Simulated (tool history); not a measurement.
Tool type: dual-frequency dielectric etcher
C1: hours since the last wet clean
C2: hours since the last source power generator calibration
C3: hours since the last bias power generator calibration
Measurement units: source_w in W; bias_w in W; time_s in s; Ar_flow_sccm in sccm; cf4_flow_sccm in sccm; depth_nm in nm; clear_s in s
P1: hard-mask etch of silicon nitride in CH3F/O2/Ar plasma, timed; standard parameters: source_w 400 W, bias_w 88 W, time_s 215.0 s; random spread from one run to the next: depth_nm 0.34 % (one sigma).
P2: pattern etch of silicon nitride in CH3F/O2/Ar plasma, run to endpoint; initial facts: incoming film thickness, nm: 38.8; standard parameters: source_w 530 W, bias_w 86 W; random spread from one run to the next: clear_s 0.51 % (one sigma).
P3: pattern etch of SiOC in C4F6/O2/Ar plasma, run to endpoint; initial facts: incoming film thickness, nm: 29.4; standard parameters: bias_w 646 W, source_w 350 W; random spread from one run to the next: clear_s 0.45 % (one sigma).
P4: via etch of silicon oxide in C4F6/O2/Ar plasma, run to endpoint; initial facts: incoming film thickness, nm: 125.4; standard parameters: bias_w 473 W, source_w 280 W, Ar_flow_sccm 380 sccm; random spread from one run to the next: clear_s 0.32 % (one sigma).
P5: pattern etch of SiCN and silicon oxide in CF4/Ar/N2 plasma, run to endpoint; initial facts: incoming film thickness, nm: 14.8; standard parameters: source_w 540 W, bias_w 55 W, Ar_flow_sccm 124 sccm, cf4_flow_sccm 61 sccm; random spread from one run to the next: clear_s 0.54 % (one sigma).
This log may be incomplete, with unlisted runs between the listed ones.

run 1 hour=11.6 | process=P1 source_w=400 bias_w=88 time_s=215.0 | C1=112.1 C2=2464.4 C3=1008.8 | depth_nm=170.060
run 2 hour=21.3 | process=P2 source_w=390 bias_w=86 | C1=121.8 C2=2474.1 C3=1018.5 | clear_s=52.3520
run 3 hour=30.6 | process=P5 source_w=540 bias_w=55 Ar_flow_sccm=124 cf4_flow_sccm=37 | C1=131.1 C2=2483.4 C3=1027.8 | clear_s=19.0090
run 4 hour=43.8 | process=P4 source_w=280 bias_w=663 Ar_flow_sccm=380 | C1=144.3 C2=2496.6 C3=1041.0 | clear_s=29.4620
run 5 hour=53.1 | process=P2 source_w=530 bias_w=119 | C1=153.6 C2=2505.9 C3=1050.3 | clear_s=41.6880
-- hour=68.1 bias power generator calibrated
run 6 hour=70.0 | process=P1 source_w=400 bias_w=88 time_s=132.5 | C1=170.5 C2=2522.8 C3=1.9 | depth_nm=104.330
run 7 hour=79.4 | process=P1 source_w=270 bias_w=88 time_s=118.5 | C1=179.9 C2=2532.2 C3=11.3 | depth_nm=80.633
run 8 hour=87.5 | process=P1 source_w=400 bias_w=88 time_s=215.0 | C1=188.0 C2=2540.3 C3=19.4 | depth_nm=169.640
run 9 hour=101.7 | process=P3 source_w=350 bias_w=408 | C1=202.2 C2=2554.5 C3=33.6 | clear_s=11.2220
run 10 hour=117.0 | process=P4 source_w=370 bias_w=473 Ar_flow_sccm=380 | C1=217.5 C2=2569.8 C3=48.9 | clear_s=30.2510
run 11 hour=131.9 | process=P2 source_w=530 bias_w=86 | C1=232.4 C2=2584.7 C3=63.8 | clear_s=46.7230
run 12 hour=145.1 | process=P5 source_w=540 bias_w=55 Ar_flow_sccm=124 cf4_flow_sccm=61 | C1=245.6 C2=2597.9 C3=77.0 | clear_s=17.2030
run 13 hour=153.5 | process=P1 source_w=400 bias_w=88 time_s=299.0 | C1=254.0 C2=2606.3 C3=85.4 | depth_nm=236.410
run 14 hour=165.9 | process=P3 source_w=350 bias_w=646 | C1=266.4 C2=2618.7 C3=97.8 | clear_s=9.2944
run 15 hour=181.1 | process=P1 source_w=330 bias_w=67 time_s=215.0 | C1=281.6 C2=2633.9 C3=113.0 | depth_nm=143.670
run 16 hour=197.1 | process=P3 source_w=200 bias_w=646 | C1=297.6 C2=2649.9 C3=129.0 | clear_s=11.4920
run 17 hour=211.0 | process=P1 source_w=260 bias_w=88 time_s=215.0 | C1=311.5 C2=2663.8 C3=142.9 | depth_nm=144.590
run 18 hour=218.6 | process=P5 source_w=540 bias_w=55 Ar_flow_sccm=168 cf4_flow_sccm=61 | C1=319.1 C2=2671.4 C3=150.5 | clear_s=18.0700
run 19 hour=232.8 | process=P4 source_w=280 bias_w=473 Ar_flow_sccm=247 | C1=333.3 C2=2685.6 C3=164.7 | clear_s=31.9550
run 20 hour=244.9 | process=P1 source_w=400 bias_w=88 time_s=215.0 | C1=345.4 C2=2697.7 C3=176.8 | depth_nm=169.020
run 21 hour=256.2 | process=P1 source_w=400 bias_w=88 time_s=215.0 | C1=356.7 C2=2709.0 C3=188.1 | depth_nm=169.410
run 22 hour=272.4 | process=P4 source_w=280 bias_w=473 Ar_flow_sccm=380 | C1=372.9 C2=2725.2 C3=204.3 | clear_s=33.7540
run 23 hour=288.6 | process=P5 source_w=540 bias_w=55 Ar_flow_sccm=124 cf4_flow_sccm=61 | C1=389.1 C2=2741.4 C3=220.5 | clear_s=17.2240
run 24 hour=300.6 | process=P1 source_w=400 bias_w=62 time_s=215.0 | C1=401.1 C2=2753.4 C3=232.5 | depth_nm=150.060
run 25 hour=309.4 | process=P5 source_w=710 bias_w=55 Ar_flow_sccm=124 cf4_flow_sccm=61 | C1=409.9 C2=2762.2 C3=241.3 | clear_s=13.4460
run 26 hour=317.3 | process=P3 source_w=350 bias_w=646 | C1=417.8 C2=2770.1 C3=249.2 | clear_s=9.4198
run 27 hour=325.9 | process=P1 source_w=530 bias_w=88 time_s=215.0 | C1=426.4 C2=2778.7 C3=257.8 | depth_nm=188.810
run 28 hour=334.8 | process=P1 source_w=400 bias_w=114 time_s=215.0 | C1=435.3 C2=2787.6 C3=266.7 | depth_nm=186.070
run 29 hour=345.3 | process=P1 source_w=400 bias_w=88 time_s=215.0 | C1=445.8 C2=2798.1 C3=277.2 | depth_nm=169.550
run 30 hour=353.1 | process=P5 source_w=540 bias_w=38 Ar_flow_sccm=124 cf4_flow_sccm=61 | C1=453.6 C2=2805.9 C3=285.0 | clear_s=19.2210
run 31 hour=366.3 | process=P1 source_w=400 bias_w=88 time_s=215.0 | C1=466.8 C2=2819.1 C3=298.2 | depth_nm=170.140
run 32 hour=383.4 | process=P1 source_w=400 bias_w=88 time_s=215.0 | C1=483.9 C2=2836.2 C3=315.3 | depth_nm=168.250
run 33 hour=392.4 | process=P1 source_w=400 bias_w=88 time_s=215.0 | C1=492.9 C2=2845.2 C3=324.3 | depth_nm=167.970
run 34 hour=407.5 | process=P1 source_w=400 bias_w=88 time_s=215.0 | C1=508.0 C2=2860.3 C3=339.4 | depth_nm=167.730
run 35 hour=417.4 | process=P1 source_w=400 bias_w=88 time_s=215.0 | C1=517.9 C2=2870.2 C3=349.3 | depth_nm=167.420
-- hour=419.2 wet clean of the chamber
run 36 hour=429.2 | process=P1 source_w=400 bias_w=88 time_s=215.0 | C1=10.0 C2=2882.0 C3=361.1 | depth_nm=165.540
run 37 hour=443.7 | process=P1 source_w=400 bias_w=88 time_s=215.0 | C1=24.5 C2=2896.5 C3=375.6 | depth_nm=167.260
run 38 hour=457.3 | process=P1 source_w=400 bias_w=88 time_s=215.0 | C1=38.1 C2=2910.1 C3=389.2 | depth_nm=167.050
run 39 hour=473.8 | process=P1 source_w=400 bias_w=88 time_s=215.0 | C1=54.6 C2=2926.6 C3=405.7 | depth_nm=166.460

P1 no longer gives what it gave before; its output has crept away from where it was. The following 2 causes, each at its listed size, fit the log equally well:
A: source power that arrives under what is set, % = 4.41
B: bias power that arrives under what is set, % = 4.63
At approximately hour 366.3, the process output began to creep.
The rest of the possible causes, and what rules out each one:
chamber walls in a state that lowers the etch rate, %: serviced at hour 419.2, after the drift had started, without restoring the earlier output

Which of the 4 check runs listed below, each an average over 3 wafers with its results shown as question marks, gives clearly different results under the different listed causes?
run check 1 hour=490.3 | process=P2 source_w=440 bias_w=86 | clear_s=?
run check 2 hour=490.3 | process=P5 source_w=540 bias_w=55 Ar_flow_sccm=159 cf4_flow_sccm=51 | clear_s=?
run check 3 hour=490.3 | process=P4 source_w=360 bias_w=577 Ar_flow_sccm=380 | clear_s=?
run check 4 hour=490.3 | process=P3 source_w=230 bias_w=474 | clear_s=?

What every check run would give for each of its results, assuming each possible cause in turn:
check=check_1 result=clear_s if_A=51.0000 if_B=50.9860
check=check_2 result=clear_s if_A=19.2930 if_B=18.8640
check=check_3 result=clear_s if_A=28.8860 if_B=28.9320
check=check_4 result=clear_s if_A=12.5620 if_B=12.5800
Distance between the nearest two causes, measured in the result of the check that separates them most: check 1 0.03 %; check 2 2.25 %; check 3 0.16 %; check 4 0.15 %
Of the check runs offered, only check 2 discriminates between the causes; the rest would read about the same regardless of which cause applies.

Check 2 was carried out, with these results: clear_s 18.8130 s. Which of the listed causes is responsible?

The cause is B: bias power that arrives under what is set, %.
